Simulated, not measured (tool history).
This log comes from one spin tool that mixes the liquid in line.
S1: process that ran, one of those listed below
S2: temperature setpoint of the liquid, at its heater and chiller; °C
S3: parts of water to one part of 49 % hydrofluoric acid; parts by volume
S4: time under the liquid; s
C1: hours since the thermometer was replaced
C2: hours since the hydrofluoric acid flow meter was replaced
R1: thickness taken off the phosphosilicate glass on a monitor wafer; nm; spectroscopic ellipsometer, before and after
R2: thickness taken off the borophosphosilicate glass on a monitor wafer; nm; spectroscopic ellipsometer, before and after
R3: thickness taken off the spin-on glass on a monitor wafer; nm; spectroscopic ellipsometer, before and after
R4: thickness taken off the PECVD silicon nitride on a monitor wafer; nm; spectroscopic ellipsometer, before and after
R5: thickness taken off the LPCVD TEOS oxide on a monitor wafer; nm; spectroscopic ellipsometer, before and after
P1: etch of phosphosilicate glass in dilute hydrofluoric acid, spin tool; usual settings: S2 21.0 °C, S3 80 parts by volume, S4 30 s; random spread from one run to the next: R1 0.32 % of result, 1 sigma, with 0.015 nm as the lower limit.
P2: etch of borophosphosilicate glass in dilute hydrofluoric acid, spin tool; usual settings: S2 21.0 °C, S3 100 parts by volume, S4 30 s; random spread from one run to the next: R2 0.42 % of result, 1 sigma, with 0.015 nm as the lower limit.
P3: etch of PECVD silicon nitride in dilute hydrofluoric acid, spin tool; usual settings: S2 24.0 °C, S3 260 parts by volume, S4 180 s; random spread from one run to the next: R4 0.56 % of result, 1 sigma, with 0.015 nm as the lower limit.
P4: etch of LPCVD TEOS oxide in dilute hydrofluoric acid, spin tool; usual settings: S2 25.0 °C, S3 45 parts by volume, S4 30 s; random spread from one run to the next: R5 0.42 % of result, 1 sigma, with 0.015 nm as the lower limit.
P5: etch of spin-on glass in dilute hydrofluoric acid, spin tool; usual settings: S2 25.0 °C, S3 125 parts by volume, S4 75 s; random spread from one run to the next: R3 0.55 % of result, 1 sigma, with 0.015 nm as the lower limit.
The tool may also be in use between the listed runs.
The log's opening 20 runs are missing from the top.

run,hour,S1,S2,S3,S4,C1,C2,R1,R2,R3,R4,R5
21,149.5,P1,21.0,80,30,1358.5,1243.5,40.770,,,,
22,157.7,P4,17.0,45,30,1366.7,1251.7,,,,,26.329
23,167.1,P2,17.0,100,30,1376.1,1261.1,,9.4771,,,
# hour 168.6: thermometer replaced
24,176.5,P2,21.0,100,15,7.9,1270.5,,5.5836,,,
25,181.5,P1,17.0,80,15,12.9,1275.5,17.310,,,,
26,186.4,P1,21.0,50,30,17.8,1280.4,67.351,,,,
27,196.4,P1,21.0,115,30,27.8,1290.4,27.283,,,,
28,205.2,P5,25.0,125,15,36.6,1299.2,,,6.6019,,
29,212.3,P1,17.0,80,30,43.7,1306.3,34.487,,,,
30,221.5,P3,24.0,260,180,52.9,1315.5,,,,3.90490,
31,228.8,P4,25.0,20,30,60.2,1322.8,,,,,85.528
32,234.1,P1,21.0,80,30,65.5,1328.1,40.813,,,,

Run 33 is up next; what results do you expect?
33,243.9,P4,25.0,45,30,75.3,1337.9,,,,,?

Run 33 gave R5 36.701 nm.
